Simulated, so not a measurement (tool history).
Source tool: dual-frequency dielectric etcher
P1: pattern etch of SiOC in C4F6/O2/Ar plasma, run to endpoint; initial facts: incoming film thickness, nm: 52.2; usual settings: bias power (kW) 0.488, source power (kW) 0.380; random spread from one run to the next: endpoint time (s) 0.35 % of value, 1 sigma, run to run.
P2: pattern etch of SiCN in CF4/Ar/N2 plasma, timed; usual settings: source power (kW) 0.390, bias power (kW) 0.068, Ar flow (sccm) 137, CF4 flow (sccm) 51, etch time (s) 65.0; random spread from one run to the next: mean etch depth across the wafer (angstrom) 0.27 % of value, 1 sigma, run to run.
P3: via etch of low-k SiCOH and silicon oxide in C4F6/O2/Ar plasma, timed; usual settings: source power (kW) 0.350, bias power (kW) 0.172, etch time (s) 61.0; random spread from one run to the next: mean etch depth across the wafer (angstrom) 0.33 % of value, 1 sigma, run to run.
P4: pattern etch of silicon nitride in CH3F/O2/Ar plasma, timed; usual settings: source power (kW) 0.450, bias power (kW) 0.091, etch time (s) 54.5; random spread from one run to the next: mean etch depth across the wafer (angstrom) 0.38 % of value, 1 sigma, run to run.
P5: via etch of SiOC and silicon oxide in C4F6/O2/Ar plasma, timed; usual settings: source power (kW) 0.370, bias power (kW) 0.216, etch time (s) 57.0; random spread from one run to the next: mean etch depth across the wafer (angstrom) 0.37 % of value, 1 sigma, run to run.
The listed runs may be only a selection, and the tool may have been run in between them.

run     day  process that ran  bias power (kW)  source power (kW)  etch time (s)  Ar flow (sccm)  CF4 flow (sccm)  hours since the last wet clean  hours since the last bias power generator calibration  hours since the last source power generator calibration  endpoint time (s)  mean etch depth across the wafer (angstrom)
  1   0.462                P1            0.488              0.380                                                                           221.2                                                 2770.4                                                   2140.4             18.159
  2   0.925                P1            0.488              0.230                                                                           232.3                                                 2781.5                                                   2151.5             21.728
  3   1.279                P5            0.216              0.370           57.0                                                            240.8                                                 2790.0                                                   2160.0                                                          679.26
  4   1.625                P2            0.068              0.290           65.0             137               51                           249.1                                                 2798.3                                                   2168.3                                                          344.08
  5   1.967                P3            0.219              0.350           61.0                                                            257.3                                                 2806.5                                                   2176.5                                                         1588.10
  6   2.308                P4            0.091              0.450           54.5                                                            265.5                                                 2814.7                                                   2184.7                                                          431.96
  7   2.688                P5            0.216              0.370           57.0                                                            274.6                                                 2823.8                                                   2193.8                                                          678.11
  8   2.992                P1            0.385              0.530                                                                           281.9                                                 2831.1                                                   2201.1             17.428
  9   3.229                P5            0.216              0.290           57.0                                                            287.6                                                 2836.8                                                   2206.8                                                          616.12
 10   3.575                P2            0.068              0.390           65.0             187               51                           295.9                                                 2845.1                                                   2215.1                                                          422.18
 11   4.079                P4            0.091              0.450           81.0                                                            308.0                                                 2857.2                                                   2227.2                                                          645.38
 12   4.379                P1            0.577              0.380                                                                           315.2                                                 2864.4                                                   2234.4             16.995
 13   4.733                P1            0.674              0.280                                                                           323.7                                                 2872.9                                                   2242.9             18.025
 14   5.000                P2            0.068              0.390           65.0             137               64                           330.1                                                 2879.3                                                   2249.3                                                          460.80
 15   5.338                P2            0.068              0.390           65.0             137               51                           338.2                                                 2887.4                                                   2257.4                                                          442.01
 16   5.825                P1            0.622              0.310                                                                           349.9                                                 2899.1                                                   2269.1             17.783
 17   6.146                P3            0.172              0.350           33.5                                                            357.6                                                 2906.8                                                   2276.8                                                          816.26
 18   6.625                P1            0.488              0.380                                                                           369.1                                                 2918.3                                                   2288.3             18.062
 19   6.871                P5            0.132              0.370           57.0                                                            375.0                                                 2924.2                                                   2294.2                                                          577.82
 20   7.112                P1            0.488              0.470                                                                           380.8                                                 2930.0                                                   2300.0             16.862
 21   7.504                P1            0.488              0.380                                                                           390.2                                                 2939.4                                                   2309.4             18.075
 22   7.779                P1            0.488              0.380                                                                           396.8                                                 2946.0                                                   2316.0             18.139
 23   8.088                P1            0.488              0.380                                                                           404.2                                                 2953.4                                                   2323.4             17.995
 24   8.546                P2            0.048              0.390           65.0             137               51                           415.2                                                 2964.4                                                   2334.4                                                          388.62
 25   9.000                P3            0.172              0.350           61.0                                                            426.1                                                 2975.3                                                   2345.3                                                         1470.70
 26   9.375                P1            0.331              0.380                                                                           435.1                                                 2984.3                                                   2354.3             20.677
 27   9.717                P1            0.488              0.380                                                                           443.3                                                 2992.5                                                   2362.5             18.036
 28   9.971                P2            0.068              0.390           82.5             137               51                           449.4                                                 2998.6                                                   2368.6                                                          563.15
 29  10.342                P3            0.172              0.240           61.0                                                            458.3                                                 3007.5                                                   2377.5                                                         1278.30
 30  10.708                P5            0.216              0.370           36.5                                                            467.1                                                 3016.3                                                   2386.3                                                          432.30
 31  11.012                P4            0.091              0.590           54.5                                                            474.4                                                 3023.6                                                   2393.6                                                          479.96
 32  11.492                P4            0.053              0.450           54.5                                                            485.9                                                 3035.1                                                   2405.1                                                          362.21
 33  11.833                P1            0.488              0.380                                                                           494.1                                                 3043.3                                                   2413.3             18.154
 34  12.192                P1            0.488              0.380                                                                           502.7                                                 3051.9                                                   2421.9             18.145
 35  12.554                P1            0.488              0.380                                                                           511.4                                                 3060.6                                                   2430.6             18.274
 36  12.879                P1            0.488              0.380                                                                           519.2                                                 3068.4                                                   2438.4             18.400
     12.992  -- wet clean of the chamber
 37  13.208                P1            0.488              0.380                                                                             5.2                                                 3076.3                                                   2446.3             18.359
 38  13.588                P1            0.488              0.380                                                                            14.3                                                 3085.4                                                   2455.4             18.427
 39  13.938                P1            0.488              0.380                                                                            22.7                                                 3093.8                                                   2463.8             18.359
 40  14.300                P1            0.488              0.380                                                                            31.4                                                 3102.5                                                   2472.5             18.583
 41  14.654                P1            0.488              0.380                                                                            39.9                                                 3111.0                                                   2481.0             18.390
 42  15.004                P1            0.488              0.380                                                                            48.3                                                 3119.4                                                   2489.4             18.303

The output of P1 has drifted from where it used to be. Each of the 2 causes below, taken at the size shown beside it, accounts for the log equally well:
A: source power that arrives under what is set, % = 4.62
B: bias power that arrives under what is set, % = 4.58
The gradual shift began around day 11.833.
The rest of the possible causes, and what rules out each one:
chamber walls in a state that lowers the etch rate, %: serviced at day 12.992, which brought nothing back

Consider the 4 single-wafer check runs listed below, results given as question marks: which one distinguishes between the causes by giving clearly different results for each?
check 1  15.354                P4            0.055              0.450           78.5                                                                                                                                                                                                                                                ?
check 2  15.354                P5            0.138              0.370           57.0                                                                                                                                                                                                                                                ?
check 3  15.354                P3            0.218              0.350           61.0                                                                                                                                                                                                                                                ?
check 4  15.354                P2            0.068              0.390           65.0             137               60                                                                                                                                                                                                               ?

How each check would come out, cause by cause:
  check                                       result     if A     if B
check 1  mean etch depth across the wafer (angstrom)   518.05   519.89
check 2  mean etch depth across the wafer (angstrom)   575.71   578.22
check 3  mean etch depth across the wafer (angstrom)  1565.70  1569.90
check 4  mean etch depth across the wafer (angstrom)   437.41   447.90
Gap, in per cent, between the two causes that each check separates least, read from the result that separates them most: check 1 0.35 %; check 2 0.43 %; check 3 0.27 %; check 4 2.37 %
Of the check runs offered, only check 4 discriminates between the causes; the rest would read about the same regardless of which cause applies.

After running check 4, the following was obtained: mean etch depth across the wafer (angstrom) 447.58. Which cause does this point to?

B is the cause: bias power that arrives under what is set, %.
